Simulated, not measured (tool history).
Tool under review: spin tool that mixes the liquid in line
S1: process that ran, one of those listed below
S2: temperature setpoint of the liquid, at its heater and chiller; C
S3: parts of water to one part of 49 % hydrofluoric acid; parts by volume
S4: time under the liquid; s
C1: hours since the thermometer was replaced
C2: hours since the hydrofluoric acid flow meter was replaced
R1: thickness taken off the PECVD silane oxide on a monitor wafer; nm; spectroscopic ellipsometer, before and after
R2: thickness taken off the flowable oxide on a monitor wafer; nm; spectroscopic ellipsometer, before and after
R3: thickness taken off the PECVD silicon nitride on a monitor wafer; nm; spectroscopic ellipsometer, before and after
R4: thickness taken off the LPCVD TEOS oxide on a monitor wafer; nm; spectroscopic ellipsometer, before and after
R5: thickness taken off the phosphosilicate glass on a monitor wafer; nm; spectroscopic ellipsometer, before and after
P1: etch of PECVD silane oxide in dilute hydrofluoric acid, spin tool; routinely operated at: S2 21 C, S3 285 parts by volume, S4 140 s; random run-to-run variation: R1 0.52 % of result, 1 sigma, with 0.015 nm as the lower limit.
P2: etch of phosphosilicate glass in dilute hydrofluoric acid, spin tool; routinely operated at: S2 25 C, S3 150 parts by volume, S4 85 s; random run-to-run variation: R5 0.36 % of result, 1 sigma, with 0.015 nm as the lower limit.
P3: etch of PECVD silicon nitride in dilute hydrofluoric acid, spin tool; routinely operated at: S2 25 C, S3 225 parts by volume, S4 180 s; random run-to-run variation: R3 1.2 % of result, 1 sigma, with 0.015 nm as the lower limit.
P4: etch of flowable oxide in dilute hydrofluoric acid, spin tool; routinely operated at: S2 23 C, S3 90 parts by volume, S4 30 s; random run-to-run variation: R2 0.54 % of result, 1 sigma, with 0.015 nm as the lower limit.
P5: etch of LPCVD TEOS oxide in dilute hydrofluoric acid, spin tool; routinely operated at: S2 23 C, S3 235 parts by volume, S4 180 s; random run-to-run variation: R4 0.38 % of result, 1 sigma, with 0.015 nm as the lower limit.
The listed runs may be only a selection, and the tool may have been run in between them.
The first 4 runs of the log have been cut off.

run,hour,S1,S2,S3,S4,C1,C2,R1,R2,R3,R4,R5
5,41,P3,25,225,350,2030.7,385.9,,,3.9342,,
6,47.7,P3,25,225,180,2037.4,392.6,,,1.9793,,
7,54,P5,23,235,180,2043.7,398.9,,,,27.608,
8,60.9,P4,17.5,90,30,2050.6,405.8,,8.9578,,,
9,69.3,P5,23,235,180,2059,414.2,,,,27.652,
10,75.3,P5,28,235,180,2065,420.2,,,,32.912,
11,82.6,P3,25,370,180,2072.3,427.5,,,1.2106,,
12,88.8,P3,25,225,180,2078.5,433.7,,,1.9711,,
# hour 96: hydrofluoric acid flow meter replaced
13,96.6,P2,25,270,85,2086.3,0.7,,,,,16.271
14,101.6,P2,30,150,85,2091.3,5.7,,,,,40.048
15,110.8,P5,23,235,360,2100.5,14.9,,,,55.207,
16,115,P2,25,150,15,2104.7,19.1,,,,,5.8951
17,120.7,P5,23,105,180,2110.4,24.8,,,,71.019,
18,125.2,P2,25,150,85,2114.9,29.3,,,,,33.468
19,129.7,P4,23,90,30,2119.4,33.8,,11.25,,,
20,138,P1,21,500,230,2127.7,42.1,8.3717,,,,
21,142.9,P1,17,285,260,2132.6,47,17.032,,,,
22,151.3,P1,21,285,140,2141,55.4,10.729,,,,
23,160.5,P1,26,285,140,2150.2,64.6,12.847,,,,
24,167.7,P1,21,430,140,2157.4,71.8,6.2181,,,,
25,175.7,P1,21,285,15,2165.4,79.8,1.1547,,,,

Forecast run 26:
26,179.8,P1,21,285,140,2169.5,83.9,?,,,,

Run 26 yielded R1 10.663 nm.
